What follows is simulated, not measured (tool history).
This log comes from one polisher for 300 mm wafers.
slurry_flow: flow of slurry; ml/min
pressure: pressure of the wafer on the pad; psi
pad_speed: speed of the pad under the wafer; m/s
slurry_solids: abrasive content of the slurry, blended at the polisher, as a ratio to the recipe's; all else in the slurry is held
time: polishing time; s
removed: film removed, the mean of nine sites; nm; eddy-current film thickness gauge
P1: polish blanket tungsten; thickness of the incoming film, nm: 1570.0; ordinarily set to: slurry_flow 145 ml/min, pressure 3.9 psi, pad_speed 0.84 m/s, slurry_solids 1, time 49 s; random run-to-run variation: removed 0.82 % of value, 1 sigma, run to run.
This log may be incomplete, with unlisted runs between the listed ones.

run,day,slurry_flow,pressure,pad_speed,slurry_solids,time,wafers polished on this pad,hours since the slurry nozzle was cleaned,hours since the head pressure was calibrated,hours since the slurry blender was calibrated,hours since the slurry got fresh peroxide,removed
1,0.296,145,3.9,0.84,1,49,281,225.8,212.3,71.3,108.4,233.01
2,0.642,145,3.9,0.4,1,63,363,234.1,220.6,79.6,116.7,142.1
3,1.1,85,3.9,0.84,1,49,473,245.1,231.6,90.6,127.7,205.45
4,1.571,145,3.9,0.84,1,33,585,256.4,242.9,101.9,139,159.63
5,1.846,180,3.9,0.84,1,49,651,263,249.5,108.5,145.6,239.1
6,2.362,145,1.8,0.84,1,49,775,275.4,261.9,120.9,158,109.29
7,2.692,145,3.9,0.84,1,64,853,283.3,269.8,128.8,165.9,303.6
8,3.079,145,3.9,0.84,1.35,49,946,292.6,279.1,138.1,175.2,251.86
9,3.504,145,3.9,0.42,1,34,1048,302.8,289.3,148.3,185.4,80.86
10,3.933,145,3.9,0.84,1,49,1150,313.1,299.6,158.6,195.7,232.05
11,4.212,145,3.9,0.84,1,49,1217,319.8,306.3,165.3,202.4,234.53
12,4.617,145,6,0.84,1,49,1314,329.5,316,175,212.1,362.64
13,5.121,145,3.9,0.84,1,49,1434,341.6,328.1,187.1,224.2,232.59
14,5.454,145,3.9,0.84,1,49,1514,349.6,336.1,195.1,232.2,232.11
15,5.967,145,3.9,0.46,1,49,1636,361.9,348.4,207.4,244.5,129.59
16,6.396,145,3.9,0.84,0.55,49,1739,372.2,358.7,217.7,254.8,202.94
17,7.004,145,3.9,1.34,1,49,1884,386.8,373.3,232.3,269.4,368.4
18,7.425,145,3.9,0.84,1,49,1985,396.9,383.4,242.4,279.5,234.54
19,7.867,145,3.9,0.84,1,49,2091,407.5,394,253,290.1,233.92
20,8.246,145,3.9,0.84,1,49,2181,416.6,403.1,262.1,299.2,231.13
21,8.696,145,3.9,0.84,1,49,2289,427.4,413.9,272.9,310,229.1
22,9.279,145,3.9,0.84,1,49,2428,441.4,427.9,286.9,324,220.13
23,9.592,145,3.9,0.84,1,49,2503,448.9,435.4,294.4,331.5,217.02
# day 9.625: head pressure recalibrated
# day 9.746: slurry blender recalibrated
24,9.917,145,3.9,0.84,1,49,2581,456.7,7,4.1,339.3,218.17
# day 9.971: slurry tank refilled with fresh slurry and peroxide
25,10.304,145,3.9,0.84,1,49,2673,466,16.3,13.4,8,214.32
26,10.867,145,3.9,0.84,1,49,2808,479.5,29.8,26.9,21.5,213.98
27,11.146,145,3.9,0.84,1,49,2874,486.2,36.5,33.6,28.2,213.38

The log shows P1 creeping away from where it was. Any of the 2 causes listed here, at the size stated for it, fits the log just as well as the others:
A: removal rate lost through wear of the pad, % = 8.2
B: slurry flow missing at the pad, % = 33
The drift started at roughly day 8.246.
What rules out each remaining cause:
head's pressure below its setpoint, %: maintenance at day 9.625, after the shift began, did not return the process to its former output
abrasive missing from the slurry, %: maintenance at day 9.746, after the shift began, did not return the process to its former output
peroxide lost from the slurry, %: maintenance at day 9.971, after the shift began, did not return the process to its former output

Below are 4 check runs, each averaged over 5 wafers, with their results shown as question marks. Which of them would give clearly different results depending on which cause is behind the drift?
check 1,11.425,105,5.3,0.84,1,49,,,,,,?
check 2,11.425,145,3.9,0.54,1,49,,,,,,?
check 3,11.425,145,3.9,1.08,0.6,49,,,,,,?
check 4,11.425,145,3.9,1.12,1,49,,,,,,?

How each check would come out, cause by cause:
check,result,if A,if B
check 1,removed,272.44,264.89
check 2,removed,137.73,137.74
check 3,removed,244.87,244.87
check 4,removed,285.67,285.68
Gap, in per cent, between the two causes that each check separates least, read from the result that separates them most: check 1 2.81 %; check 2 0 %; check 3 0 %; check 4 0 %
Check 1 distinguishes between the causes, while the remaining checks would return nearly the same result for all of them.

With check 1 done, the readings were: removed 264.6 nm. Identify which of the listed causes applies.

B is the cause: slurry flow missing at the pad, %.

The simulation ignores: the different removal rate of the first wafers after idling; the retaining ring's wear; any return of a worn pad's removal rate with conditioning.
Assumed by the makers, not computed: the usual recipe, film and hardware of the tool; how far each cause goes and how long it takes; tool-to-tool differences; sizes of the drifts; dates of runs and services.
